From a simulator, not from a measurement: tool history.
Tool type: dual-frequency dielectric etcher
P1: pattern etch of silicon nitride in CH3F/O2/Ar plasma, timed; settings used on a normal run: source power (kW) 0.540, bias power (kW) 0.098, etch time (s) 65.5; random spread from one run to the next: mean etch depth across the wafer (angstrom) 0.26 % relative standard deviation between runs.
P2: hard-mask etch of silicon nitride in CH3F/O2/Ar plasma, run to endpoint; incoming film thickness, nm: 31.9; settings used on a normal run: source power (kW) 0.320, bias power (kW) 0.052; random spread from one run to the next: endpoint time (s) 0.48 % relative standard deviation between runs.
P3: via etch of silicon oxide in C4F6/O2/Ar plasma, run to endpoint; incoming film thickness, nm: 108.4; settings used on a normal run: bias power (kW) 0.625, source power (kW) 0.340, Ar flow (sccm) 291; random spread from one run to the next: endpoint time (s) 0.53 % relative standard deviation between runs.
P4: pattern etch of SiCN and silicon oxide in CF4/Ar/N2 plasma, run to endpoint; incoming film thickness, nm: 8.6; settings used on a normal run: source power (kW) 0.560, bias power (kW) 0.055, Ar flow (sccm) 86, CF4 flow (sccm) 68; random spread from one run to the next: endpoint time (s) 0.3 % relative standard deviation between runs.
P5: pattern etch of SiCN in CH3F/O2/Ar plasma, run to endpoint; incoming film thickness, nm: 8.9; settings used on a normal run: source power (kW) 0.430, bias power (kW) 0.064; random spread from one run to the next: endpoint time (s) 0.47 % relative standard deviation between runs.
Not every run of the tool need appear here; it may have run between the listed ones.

run,hour,process that ran,source power (kW),bias power (kW),etch time (s),Ar flow (sccm),CF4 flow (sccm),hours since the last wet clean,hours since the last source power generator calibration,hours since the last bias power generator calibration,mean etch depth across the wafer (angstrom),endpoint time (s)
1,7.7,P1,0.540,0.098,65.5,,,298.9,2393.0,580.4,570.16,
2,18.2,P1,0.540,0.098,65.5,,,309.4,2403.5,590.9,568.55,
3,35.8,P2,0.320,0.052,,,,327.0,2421.1,608.5,,54.7520
4,44.9,P1,0.540,0.098,65.5,,,336.1,2430.2,617.6,570.22,
5,60.8,P3,0.340,0.625,,291,,352.0,2446.1,633.5,,22.7770
6,73.8,P4,0.740,0.055,,86,68,365.0,2459.1,646.5,,6.7777
# hour 76.1: bias power generator calibrated
7,86.2,P4,0.560,0.074,,86,68,377.4,2471.5,10.2,,7.8564
8,95.0,P3,0.340,0.825,,291,,386.2,2480.3,19.0,,20.4310
9,109.1,P3,0.450,0.625,,291,,400.3,2494.4,33.1,,20.4340
10,125.4,P1,0.540,0.098,42.5,,,416.6,2510.7,49.4,368.53,
11,136.5,P3,0.340,0.625,,209,,427.7,2521.8,60.5,,21.8050
12,153.7,P1,0.540,0.098,65.5,,,444.9,2539.0,77.7,570.25,
13,162.4,P1,0.540,0.098,94.5,,,453.6,2547.7,86.4,819.13,
14,177.9,P5,0.430,0.064,,,,469.1,2563.2,101.9,,24.7110
15,194.4,P4,0.560,0.055,,119,68,485.6,2579.7,118.4,,9.1591
16,206.6,P5,0.430,0.064,,,,497.8,2591.9,130.6,,24.7500
17,217.7,P1,0.350,0.098,65.5,,,508.9,2603.0,141.7,485.33,
18,234.1,P5,0.310,0.064,,,,525.3,2619.4,158.1,,27.8830
19,242.0,P4,0.560,0.055,,86,68,533.2,2627.3,166.0,,8.7027
20,259.5,P2,0.220,0.052,,,,550.7,2644.8,183.5,,63.8940
21,271.7,P5,0.430,0.086,,,,562.9,2657.0,195.7,,22.1630
22,287.8,P3,0.340,0.625,,291,,579.0,2673.1,211.8,,22.5150
23,298.9,P1,0.540,0.098,65.5,,,590.1,2684.2,222.9,569.53,
24,310.4,P1,0.760,0.098,65.5,,,601.6,2695.7,234.4,647.29,
25,326.5,P1,0.540,0.117,39.0,,,617.7,2711.8,250.5,361.12,
26,338.0,P1,0.540,0.125,65.5,,,629.2,2723.3,262.0,619.70,
27,346.1,P2,0.320,0.040,,,,637.3,2731.4,270.1,,59.8630
28,360.3,P4,0.560,0.055,,86,51,651.5,2745.6,284.3,,9.0999
29,372.9,P1,0.540,0.076,65.5,,,664.1,2758.2,296.9,520.64,
30,383.9,P1,0.540,0.098,65.5,,,675.1,2769.2,307.9,569.42,
31,398.2,P1,0.540,0.098,65.5,,,689.4,2783.5,322.2,574.82,
32,413.2,P1,0.540,0.098,65.5,,,704.4,2798.5,337.2,576.35,
33,427.1,P1,0.540,0.098,65.5,,,718.3,2812.4,351.1,576.45,
34,438.4,P1,0.540,0.098,65.5,,,729.6,2823.7,362.4,577.59,
# hour 440.9: wet clean of the chamber
35,450.2,P1,0.540,0.098,65.5,,,9.3,2835.5,374.2,579.71,
36,459.6,P1,0.540,0.098,65.5,,,18.7,2844.9,383.6,580.41,
37,470.6,P1,0.540,0.098,65.5,,,29.7,2855.9,394.6,579.73,

What P1 gives has crept away from where it was. These 2 causes fit the log equally well, each at the size given:
A: source power that arrives over what is set, % = 4.53
B: bias power that arrives over what is set, % = 4.73
The drift started at roughly hour 383.9.
Ruled out, with reasons:
chamber walls in a state that raises the etch rate, %: serviced at hour 440.9, after the change had begun; the process did not return to its earlier output

Below are 4 check runs, each on a single wafer, with their results shown as question marks. Which of them would tell the listed causes apart, meaning the causes would give clearly different results under it?
check 1,481.6,P5,0.430,0.064,,,,,,,,?
check 2,481.6,P2,0.320,0.052,,,,,,,,?
check 3,481.6,P4,0.560,0.055,,86,68,,,,,?
check 4,481.6,P3,0.340,0.625,,291,,,,,,?

Check results expected under each cause:
check,result,if A,if B
check 1,endpoint time (s),24.2630,24.2850
check 2,endpoint time (s),54.1980,54.3120
check 3,endpoint time (s),8.3264,8.5408
check 4,endpoint time (s),22.3350,22.2940
Gap, in per cent, between the two causes that each check separates least, read from the result that separates them most: check 1 0.09 %; check 2 0.21 %; check 3 2.54 %; check 4 0.18 %
Check 3 distinguishes between the causes, while the remaining checks would return nearly the same result for all of them.

With check 3 done, the readings were: endpoint time (s) 8.3509. Identify which of the listed causes applies.

Of the candidate causes, it is A: source power that arrives over what is set, %.
